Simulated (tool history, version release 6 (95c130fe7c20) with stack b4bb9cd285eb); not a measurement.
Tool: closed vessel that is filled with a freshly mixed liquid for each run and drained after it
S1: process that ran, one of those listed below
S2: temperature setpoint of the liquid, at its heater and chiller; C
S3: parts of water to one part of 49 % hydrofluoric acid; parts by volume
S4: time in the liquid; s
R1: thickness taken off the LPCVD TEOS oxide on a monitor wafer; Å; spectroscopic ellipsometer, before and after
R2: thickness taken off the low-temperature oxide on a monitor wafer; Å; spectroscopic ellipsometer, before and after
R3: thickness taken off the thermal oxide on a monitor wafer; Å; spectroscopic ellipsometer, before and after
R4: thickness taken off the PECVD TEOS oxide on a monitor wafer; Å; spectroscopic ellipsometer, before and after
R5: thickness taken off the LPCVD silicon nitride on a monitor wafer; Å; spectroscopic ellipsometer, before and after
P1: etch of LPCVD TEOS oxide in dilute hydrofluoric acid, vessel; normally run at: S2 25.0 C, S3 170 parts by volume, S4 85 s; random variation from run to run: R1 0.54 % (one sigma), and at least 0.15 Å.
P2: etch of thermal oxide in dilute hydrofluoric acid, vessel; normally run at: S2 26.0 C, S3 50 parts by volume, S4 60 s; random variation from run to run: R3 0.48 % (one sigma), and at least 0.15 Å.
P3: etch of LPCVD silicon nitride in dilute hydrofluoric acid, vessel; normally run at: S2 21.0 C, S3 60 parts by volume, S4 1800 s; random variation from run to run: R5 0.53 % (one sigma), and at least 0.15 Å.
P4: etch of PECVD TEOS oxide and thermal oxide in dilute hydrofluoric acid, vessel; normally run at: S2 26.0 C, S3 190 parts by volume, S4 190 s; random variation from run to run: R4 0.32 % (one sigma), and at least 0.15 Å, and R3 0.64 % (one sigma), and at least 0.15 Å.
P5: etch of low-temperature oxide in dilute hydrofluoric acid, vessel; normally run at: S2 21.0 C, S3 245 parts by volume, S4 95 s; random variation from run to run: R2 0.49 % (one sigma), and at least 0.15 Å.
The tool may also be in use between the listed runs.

| run | hour | S1 | S2 | S3 | S4 | R1 | R2 | R3 | R4 | R5 |
|---|---|---|---|---|---|---|---|---|---|---|
| 1 | 2.7 | P1 | 25.0 | 170 | 85 | 80.276 |  |  |  |  |
| 2 | 5.5 | P5 | 21.0 | 135 | 95 |  | 101.630 |  |  |  |
| 3 | 10.0 | P2 | 18.0 | 50 | 60 |  |  | 48.3790 |  |  |
| 4 | 13.0 | P1 | 25.0 | 170 | 85 | 79.334 |  |  |  |  |
| 5 | 15.4 | P4 | 26.0 | 190 | 30 |  |  | 7.2694 | 22.963 |  |
| 6 | 17.8 | P2 | 26.0 | 50 | 60 |  |  | 67.5820 |  |  |
| 7 | 21.7 | P3 | 21.0 | 60 | 1800 |  |  |  |  | 131.050 |
| 8 | 25.9 | P1 | 25.0 | 170 | 85 | 79.838 |  |  |  |  |
| 9 | 28.5 | P4 | 26.0 | 190 | 190 |  |  | 47.0060 | 146.240 |  |
| 10 | 32.5 | P5 | 26.5 | 245 | 95 |  | 60.408 |  |  |  |
| 11 | 34.5 | P1 | 25.0 | 170 | 135 | 126.820 |  |  |  |  |
| 12 | 38.3 | P3 | 21.0 | 25 | 1800 |  |  |  |  | 303.580 |
| 13 | 41.6 | P2 | 26.0 | 50 | 30 |  |  | 33.6360 |  |  |
| 14 | 43.7 | P1 | 25.0 | 255 | 85 | 47.820 |  |  |  |  |
| 15 | 45.9 | P5 | 21.0 | 245 | 95 |  | 49.555 |  |  |  |
| 16 | 49.5 | P1 | 25.0 | 170 | 85 | 79.537 |  |  |  |  |
| 17 | 52.4 | P3 | 17.0 | 60 | 1800 |  |  |  |  | 99.079 |
| 18 | 56.3 | P1 | 25.0 | 170 | 30 | 27.989 |  |  |  |  |
| 19 | 59.1 | P5 | 21.0 | 245 | 135 |  | 70.506 |  |  |  |
| 20 | 62.2 | P1 | 19.0 | 170 | 30 | 22.356 |  |  |  |  |
| 21 | 66.3 | P2 | 26.0 | 90 | 60 |  |  | 35.4610 |  |  |
| 22 | 70.0 | P4 | 19.0 | 190 | 190 |  |  | 35.5480 | 112.210 |  |
| 23 | 74.5 | P1 | 25.0 | 170 | 85 | 79.189 |  |  |  |  |
| 24 | 78.5 | P1 | 25.0 | 40 | 85 | 397.590 |  |  |  |  |
| 25 | 82.1 | P1 | 25.0 | 170 | 85 | 79.854 |  |  |  |  |
| 26 | 86.0 | P2 | 26.0 | 50 | 60 |  |  | 68.0360 |  |  |
| 27 | 88.0 | P4 | 26.0 | 100 | 190 |  |  | 99.8220 | 312.110 |  |
| 28 | 90.3 | P3 | 21.0 | 60 | 1800 |  |  |  |  | 130.440 |
| 29 | 94.7 | P1 | 33.0 | 170 | 85 | 106.300 |  |  |  |  |
| 30 | 96.8 | P3 | 21.0 | 60 | 3565 |  |  |  |  | 255.890 |
| 31 | 99.5 | P1 | 30.0 | 230 | 85 | 65.695 |  |  |  |  |
| 32 | 103.5 | P1 | 18.0 | 170 | 85 | 61.053 |  |  |  |  |
| 33 | 107.3 | P1 | 25.0 | 170 | 85 | 78.940 |  |  |  |  |
| 34 | 110.3 | P1 | 25.0 | 170 | 85 | 82.078 |  |  |  |  |
| 35 | 112.9 | P1 | 25.0 | 170 | 85 | 83.466 |  |  |  |  |
| 36 | 116.4 | P1 | 25.0 | 170 | 85 | 84.747 |  |  |  |  |
| 37 | 120.0 | P1 | 25.0 | 170 | 85 | 84.389 |  |  |  |  |
| 38 | 122.3 | P1 | 25.0 | 170 | 85 | 85.168 |  |  |  |  |
| 39 | 126.5 | P1 | 25.0 | 170 | 85 | 86.042 |  |  |  |  |
| 40 | 131.1 | P1 | 25.0 | 170 | 85 | 86.156 |  |  |  |  |

Run 41 comes next. What will it give?
| 41 | 134.1 | P1 | 25.0 | 170 | 85 | ? |  |  |  |  |

{"run 41": {"R1": 85.906}}
